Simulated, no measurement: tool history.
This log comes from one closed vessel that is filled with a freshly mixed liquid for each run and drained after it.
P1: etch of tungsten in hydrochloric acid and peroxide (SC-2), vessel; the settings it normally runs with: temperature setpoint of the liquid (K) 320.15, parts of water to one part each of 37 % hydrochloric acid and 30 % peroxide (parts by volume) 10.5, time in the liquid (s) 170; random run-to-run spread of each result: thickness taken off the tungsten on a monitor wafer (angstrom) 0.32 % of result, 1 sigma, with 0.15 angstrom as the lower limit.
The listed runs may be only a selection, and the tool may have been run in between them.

run,hour,temperature setpoint of the liquid (K),parts of water to one part each of 37 % hydrochloric acid and 30 % peroxide (parts by volume),time in the liquid (s),thickness taken off the tungsten on a monitor wafer (angstrom)
1,16.3,320.15,10.5,170,184.300
2,28.9,320.15,16.0,55,41.218
3,46.0,308.15,10.5,170,78.690
# hour 58.0: new drum of peroxide connected
4,58.8,320.15,10.5,170,184.020
5,71.3,320.15,10.5,170,183.300
6,83.8,320.15,4.0,170,384.450
7,98.4,334.15,10.5,170,455.180
8,107.3,320.15,10.5,340,366.570
9,118.9,320.15,10.5,170,183.110
10,126.4,320.15,18.0,170,114.220
11,137.1,320.15,10.5,30,32.215
12,145.2,310.65,10.5,320,177.400
13,155.3,320.15,10.5,170,184.660
14,168.8,320.15,10.5,170,182.800
15,177.8,320.15,10.5,170,189.570
16,193.5,320.15,10.5,170,195.520
17,202.4,320.15,10.5,170,197.220
18,215.5,320.15,10.5,170,199.140
19,229.2,320.15,10.5,170,199.890

Run 20 has not been measured yet. What should we expect?
20,242.8,320.15,10.5,170,?

Run 20 produced thickness taken off the tungsten on a monitor wafer (angstrom) 201.420.

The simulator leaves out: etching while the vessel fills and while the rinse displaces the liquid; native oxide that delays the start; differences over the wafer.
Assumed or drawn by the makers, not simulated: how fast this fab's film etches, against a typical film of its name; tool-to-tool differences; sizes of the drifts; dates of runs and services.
